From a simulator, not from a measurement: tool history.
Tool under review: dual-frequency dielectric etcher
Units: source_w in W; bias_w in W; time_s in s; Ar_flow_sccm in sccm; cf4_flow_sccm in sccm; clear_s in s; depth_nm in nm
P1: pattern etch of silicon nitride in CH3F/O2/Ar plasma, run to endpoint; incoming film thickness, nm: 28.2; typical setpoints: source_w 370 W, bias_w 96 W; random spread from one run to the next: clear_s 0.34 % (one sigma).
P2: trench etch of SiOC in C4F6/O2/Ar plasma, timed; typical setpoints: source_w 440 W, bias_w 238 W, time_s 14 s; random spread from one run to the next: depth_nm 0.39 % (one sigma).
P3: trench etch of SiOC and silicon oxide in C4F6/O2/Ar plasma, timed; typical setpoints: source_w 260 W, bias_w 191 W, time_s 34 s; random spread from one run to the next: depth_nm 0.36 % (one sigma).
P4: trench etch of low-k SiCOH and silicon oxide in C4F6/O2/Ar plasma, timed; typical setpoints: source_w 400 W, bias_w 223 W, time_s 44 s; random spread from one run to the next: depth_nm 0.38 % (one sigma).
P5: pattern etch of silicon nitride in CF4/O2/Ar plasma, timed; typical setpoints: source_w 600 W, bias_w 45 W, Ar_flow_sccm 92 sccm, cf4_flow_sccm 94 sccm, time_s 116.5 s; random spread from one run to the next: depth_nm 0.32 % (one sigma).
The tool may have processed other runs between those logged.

{"run": 1, "hour": 12.5, "process": "P1", "source_w": 370, "bias_w": 96, "clear_s": 37.438}
{"run": 2, "hour": 21.6, "process": "P4", "source_w": 400, "bias_w": 150, "time_s": 44, "depth_nm": 132.71}
{"run": 3, "hour": 27.7, "process": "P1", "source_w": 370, "bias_w": 65, "clear_s": 42.899}
{"run": 4, "hour": 34.7, "process": "P4", "source_w": 400, "bias_w": 223, "time_s": 44, "depth_nm": 150.82}
{"run": 5, "hour": 43.5, "process": "P2", "source_w": 440, "bias_w": 331, "time_s": 14, "depth_nm": 36.726}
{"hour": 47.6, "done": "bias power generator calibrated"}
{"run": 6, "hour": 56.5, "process": "P1", "source_w": 370, "bias_w": 96, "clear_s": 37.698}
{"run": 7, "hour": 63.5, "process": "P1", "source_w": 370, "bias_w": 125, "clear_s": 34.08}
{"run": 8, "hour": 77.0, "process": "P4", "source_w": 400, "bias_w": 223, "time_s": 26.5, "depth_nm": 90.634}
{"run": 9, "hour": 83.7, "process": "P3", "source_w": 260, "bias_w": 191, "time_s": 34, "depth_nm": 58.701}
{"run": 10, "hour": 91.8, "process": "P1", "source_w": 370, "bias_w": 96, "clear_s": 37.606}
{"run": 11, "hour": 102.5, "process": "P3", "source_w": 260, "bias_w": 254, "time_s": 34, "depth_nm": 64.373}
{"run": 12, "hour": 113.5, "process": "P4", "source_w": 400, "bias_w": 223, "time_s": 44, "depth_nm": 150.46}
{"run": 13, "hour": 123.7, "process": "P5", "source_w": 600, "bias_w": 63, "time_s": 116.5, "Ar_flow_sccm": 92, "cf4_flow_sccm": 94, "depth_nm": 280.51}
{"hour": 129.9, "done": "wet clean of the chamber"}
{"run": 14, "hour": 132.6, "process": "P5", "source_w": 600, "bias_w": 45, "time_s": 116.5, "Ar_flow_sccm": 92, "cf4_flow_sccm": 94, "depth_nm": 246.48}
{"run": 15, "hour": 139.7, "process": "P3", "source_w": 260, "bias_w": 191, "time_s": 18.5, "depth_nm": 31.674}
{"run": 16, "hour": 153.2, "process": "P5", "source_w": 600, "bias_w": 45, "time_s": 116.5, "Ar_flow_sccm": 92, "cf4_flow_sccm": 56, "depth_nm": 228.68}
{"run": 17, "hour": 159.3, "process": "P2", "source_w": 440, "bias_w": 238, "time_s": 14, "depth_nm": 32.776}
{"run": 18, "hour": 171.5, "process": "P4", "source_w": 310, "bias_w": 223, "time_s": 44, "depth_nm": 136.5}
{"run": 19, "hour": 185.0, "process": "P5", "source_w": 760, "bias_w": 45, "time_s": 116.5, "Ar_flow_sccm": 92, "cf4_flow_sccm": 94, "depth_nm": 302.92}
{"run": 20, "hour": 194.2, "process": "P1", "source_w": 500, "bias_w": 96, "clear_s": 33.635}
{"run": 21, "hour": 203.3, "process": "P2", "source_w": 290, "bias_w": 238, "time_s": 14, "depth_nm": 27.724}
{"run": 22, "hour": 215.8, "process": "P2", "source_w": 440, "bias_w": 238, "time_s": 17.5, "depth_nm": 40.984}
{"run": 23, "hour": 223.2, "process": "P3", "source_w": 330, "bias_w": 191, "time_s": 34, "depth_nm": 64.1}
{"run": 24, "hour": 229.8, "process": "P1", "source_w": 370, "bias_w": 96, "clear_s": 37.513}
{"run": 25, "hour": 237.6, "process": "P1", "source_w": 260, "bias_w": 96, "clear_s": 42.812}
{"run": 26, "hour": 249.4, "process": "P5", "source_w": 600, "bias_w": 45, "time_s": 116.5, "Ar_flow_sccm": 59, "cf4_flow_sccm": 94, "depth_nm": 259.91}
{"run": 27, "hour": 262.0, "process": "P5", "source_w": 600, "bias_w": 45, "time_s": 160, "Ar_flow_sccm": 92, "cf4_flow_sccm": 94, "depth_nm": 339}
{"run": 28, "hour": 273.5, "process": "P1", "source_w": 460, "bias_w": 76, "clear_s": 37.76}
{"run": 29, "hour": 283.4, "process": "P1", "source_w": 370, "bias_w": 96, "clear_s": 37.642}
{"run": 30, "hour": 294.1, "process": "P1", "source_w": 370, "bias_w": 96, "clear_s": 37.56}
{"run": 31, "hour": 300.5, "process": "P1", "source_w": 370, "bias_w": 96, "clear_s": 37.525}
{"run": 32, "hour": 310.0, "process": "P1", "source_w": 370, "bias_w": 96, "clear_s": 37.959}
{"run": 33, "hour": 316.6, "process": "P1", "source_w": 370, "bias_w": 96, "clear_s": 38.029}
{"run": 34, "hour": 328.5, "process": "P1", "source_w": 370, "bias_w": 96, "clear_s": 38.076}
{"hour": 332.9, "done": "wet clean of the chamber"}
{"run": 35, "hour": 337.4, "process": "P1", "source_w": 370, "bias_w": 96, "clear_s": 38.303}
{"run": 36, "hour": 350.9, "process": "P1", "source_w": 370, "bias_w": 96, "clear_s": 38.105}
{"run": 37, "hour": 364.1, "process": "P1", "source_w": 370, "bias_w": 96, "clear_s": 38.127}
{"run": 38, "hour": 375.3, "process": "P1", "source_w": 370, "bias_w": 96, "clear_s": 38.508}
{"run": 39, "hour": 382.6, "process": "P1", "source_w": 370, "bias_w": 96, "clear_s": 38.227}
{"run": 40, "hour": 391.0, "process": "P1", "source_w": 370, "bias_w": 96, "clear_s": 38.404}
{"run": 41, "hour": 399.3, "process": "P1", "source_w": 370, "bias_w": 96, "clear_s": 38.245}

Compared with where it was, what P1 gives has crept away. Each cause listed below fits the log as well as the rest, at the size given for it:
A: bias power that arrives under what is set, % = 4.61
B: source power that arrives under what is set, % = 4.52
Creep in the process output first set in at about hour 294.1.
Why every other cause is out:
chamber walls in a state that lowers the etch rate, %: serviced at hour 332.9, which brought nothing back

Each of the 4 check runs below uses one wafer; its results are left as question marks. Which run tells the causes apart?
{"run": "check 1", "hour": 407.6, "process": "P3", "source_w": 300, "bias_w": 191, "time_s": 34, "depth_nm": "?"}
{"run": "check 2", "hour": 407.6, "process": "P4", "source_w": 400, "bias_w": 177, "time_s": 44, "depth_nm": "?"}
{"run": "check 3", "hour": 407.6, "process": "P2", "source_w": 440, "bias_w": 320, "time_s": 17.5, "depth_nm": "?"}
{"run": "check 4", "hour": 407.6, "process": "P5", "source_w": 600, "bias_w": 45, "time_s": 116.5, "Ar_flow_sccm": 71, "cf4_flow_sccm": 94, "depth_nm": "?"}

If the cause were each of the candidates in turn, the checks would give the following:
check=check_1 result=depth_nm if_A=60.623 if_B=60.475
check=check_2 result=depth_nm if_A=137.68 if_B=137.23
check=check_3 result=depth_nm if_A=44.476 if_B=44.434
check=check_4 result=depth_nm if_A=250.56 if_B=244.53
How far apart the two closest causes lie, in the result that separates them most: check 1 0.25 %; check 2 0.32 %; check 3 0.09 %; check 4 2.43 %
Only check 4 tells the causes apart: in the others they would give nearly the same result.

Check 4 was carried out, with these results: depth_nm 250.02 nm. Which of the listed causes is responsible?

Of the candidate causes, it is A: bias power that arrives under what is set, %.
